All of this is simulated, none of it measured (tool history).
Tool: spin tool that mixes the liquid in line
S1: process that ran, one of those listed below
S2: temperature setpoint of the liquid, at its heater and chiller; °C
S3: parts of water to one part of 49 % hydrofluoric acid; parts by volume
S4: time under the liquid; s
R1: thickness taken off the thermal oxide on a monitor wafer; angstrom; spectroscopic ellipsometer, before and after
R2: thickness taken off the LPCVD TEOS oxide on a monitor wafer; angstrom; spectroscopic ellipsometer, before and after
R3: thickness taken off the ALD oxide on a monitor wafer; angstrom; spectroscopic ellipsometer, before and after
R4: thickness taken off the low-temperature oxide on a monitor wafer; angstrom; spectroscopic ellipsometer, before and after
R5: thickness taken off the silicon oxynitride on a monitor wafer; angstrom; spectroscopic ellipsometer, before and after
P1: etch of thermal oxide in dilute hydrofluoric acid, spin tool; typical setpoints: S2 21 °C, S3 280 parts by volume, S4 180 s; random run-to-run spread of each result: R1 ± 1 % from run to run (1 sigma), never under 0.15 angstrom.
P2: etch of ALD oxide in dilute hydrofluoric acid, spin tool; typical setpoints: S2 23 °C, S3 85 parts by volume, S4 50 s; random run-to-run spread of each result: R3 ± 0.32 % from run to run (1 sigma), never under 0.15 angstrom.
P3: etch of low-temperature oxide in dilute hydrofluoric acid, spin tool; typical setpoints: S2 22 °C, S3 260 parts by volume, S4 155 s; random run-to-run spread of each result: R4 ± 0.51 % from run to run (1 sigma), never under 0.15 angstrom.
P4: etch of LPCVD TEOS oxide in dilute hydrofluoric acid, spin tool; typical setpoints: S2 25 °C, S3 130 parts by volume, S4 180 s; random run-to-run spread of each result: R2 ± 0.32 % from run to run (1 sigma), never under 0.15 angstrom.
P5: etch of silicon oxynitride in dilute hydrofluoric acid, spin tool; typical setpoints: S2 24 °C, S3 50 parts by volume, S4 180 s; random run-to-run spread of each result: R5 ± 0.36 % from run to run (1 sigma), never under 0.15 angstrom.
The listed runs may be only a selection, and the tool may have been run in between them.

run 1 hour=13.3 | S1=P1 S2=21 S3=280 S4=180 | R1=23.481
run 2 hour=20 | S1=P4 S2=25 S3=230 S4=180 | R2=117.86
run 3 hour=30.5 | S1=P2 S2=23 S3=85 S4=15 | R3=24.411
run 4 hour=37.4 | S1=P2 S2=18 S3=85 S4=50 | R3=66.68
run 5 hour=48.8 | S1=P1 S2=21 S3=505 S4=180 | R1=10.576
run 6 hour=59.9 | S1=P3 S2=22 S3=260 S4=30 | R4=16.124
run 7 hour=74.2 | S1=P2 S2=23 S3=85 S4=50 | R3=81.44
run 8 hour=80.9 | S1=P1 S2=21 S3=100 S4=180 | R1=77.817
run 9 hour=91.7 | S1=P1 S2=21 S3=280 S4=180 | R1=23.549
run 10 hour=105.5 | S1=P1 S2=17 S3=60 S4=180 | R1=118.25
run 11 hour=116.6 | S1=P2 S2=23 S3=145 S4=50 | R3=44.821
run 12 hour=124 | S1=P4 S2=25 S3=130 S4=180 | R2=234.1
run 13 hour=132.5 | S1=P3 S2=17 S3=260 S4=155 | R4=69.938
run 14 hour=146.2 | S1=P5 S2=24 S3=50 S4=95 | R5=60.518
run 15 hour=157.2 | S1=P5 S2=24 S3=50 S4=180 | R5=115.37
run 16 hour=169.7 | S1=P1 S2=21 S3=280 S4=20 | R1=2.415
run 17 hour=183.4 | S1=P4 S2=25 S3=130 S4=15 | R2=19.609
run 18 hour=195 | S1=P1 S2=27.5 S3=280 S4=180 | R1=29.293
run 19 hour=205.4 | S1=P1 S2=17 S3=465 S4=180 | R1=10.382
run 20 hour=218.4 | S1=P3 S2=22 S3=260 S4=155 | R4=84.147
run 21 hour=229.4 | S1=P3 S2=22 S3=260 S4=155 | R4=84.115
-- hour=234.2 thermometer replaced
run 22 hour=238.4 | S1=P1 S2=17 S3=280 S4=180 | R1=20.181
run 23 hour=250.4 | S1=P1 S2=21 S3=280 S4=180 | R1=23.716
run 24 hour=257.9 | S1=P4 S2=25 S3=130 S4=180 | R2=234.29
run 25 hour=264.6 | S1=P2 S2=23 S3=85 S4=50 | R3=81.784
run 26 hour=275.6 | S1=P5 S2=24 S3=80 S4=180 | R5=70.177
run 27 hour=284.7 | S1=P5 S2=17 S3=50 S4=180 | R5=81.309
run 28 hour=298.3 | S1=P4 S2=18 S3=130 S4=180 | R2=176.77
run 29 hour=310.6 | S1=P3 S2=22 S3=50 S4=155 | R4=549.32
run 30 hour=317.7 | S1=P1 S2=21 S3=280 S4=290 | R1=37.408
run 31 hour=329.5 | S1=P1 S2=21 S3=280 S4=180 | R1=22.986
run 32 hour=343.5 | S1=P1 S2=21 S3=280 S4=180 | R1=23.224
run 33 hour=357.2 | S1=P1 S2=21 S3=280 S4=180 | R1=22.684
run 34 hour=368.2 | S1=P1 S2=21 S3=280 S4=180 | R1=22.233
run 35 hour=381.8 | S1=P1 S2=21 S3=280 S4=180 | R1=22.308
run 36 hour=389 | S1=P1 S2=21 S3=280 S4=180 | R1=22.216
run 37 hour=400.8 | S1=P1 S2=21 S3=280 S4=180 | R1=21.216
run 38 hour=409.5 | S1=P1 S2=21 S3=280 S4=180 | R1=21.167
run 39 hour=423.4 | S1=P1 S2=21 S3=280 S4=180 | R1=21.671
run 40 hour=434.2 | S1=P1 S2=21 S3=280 S4=180 | R1=21.69
run 41 hour=445.5 | S1=P1 S2=21 S3=280 S4=180 | R1=21.336

The output of P1 has drifted from where it used to be. Each of the 2 causes below, taken at the size shown beside it, accounts for the log equally well:
A: liquid colder than its thermometer reads (K) = 2.16
B: hydrofluoric acid flow below the setpoint (%) = 6.1
Creep in the process output first set in at about hour 343.5.

Listed below are the offered check runs, one wafer per run, with question marks in place of results. For which of them would the causes give clearly different outcomes?
run check 1 hour=456.8 | S1=P2 S2=23 S3=130 S4=15 | R3=?
run check 2 hour=456.8 | S1=P5 S2=18 S3=50 S4=180 | R5=?
run check 3 hour=456.8 | S1=P3 S2=17 S3=260 S4=65 | R4=?
run check 4 hour=456.8 | S1=P4 S2=25 S3=130 S4=30 | R2=?

If the cause were each of the candidates in turn, the checks would give the following:
check=check_1 result=R3 if_A=13.934 if_B=14.114
check=check_2 result=R5 if_A=76.504 if_B=80.125
check=check_3 result=R4 if_A=26.809 if_B=27
check=check_4 result=R2 if_A=35.877 if_B=36.264
Smallest distance between any two causes, each pair judged by its most separating result, in per cent: check 1 1.28 %; check 2 4.62 %; check 3 0.71 %; check 4 1.07 %
Check 2 distinguishes between the causes, while the remaining checks would return nearly the same result for all of them.

After running check 2, the following was obtained: R5 75.771 angstrom. Which cause does this point to?

The cause is A: liquid colder than its thermometer reads (K).

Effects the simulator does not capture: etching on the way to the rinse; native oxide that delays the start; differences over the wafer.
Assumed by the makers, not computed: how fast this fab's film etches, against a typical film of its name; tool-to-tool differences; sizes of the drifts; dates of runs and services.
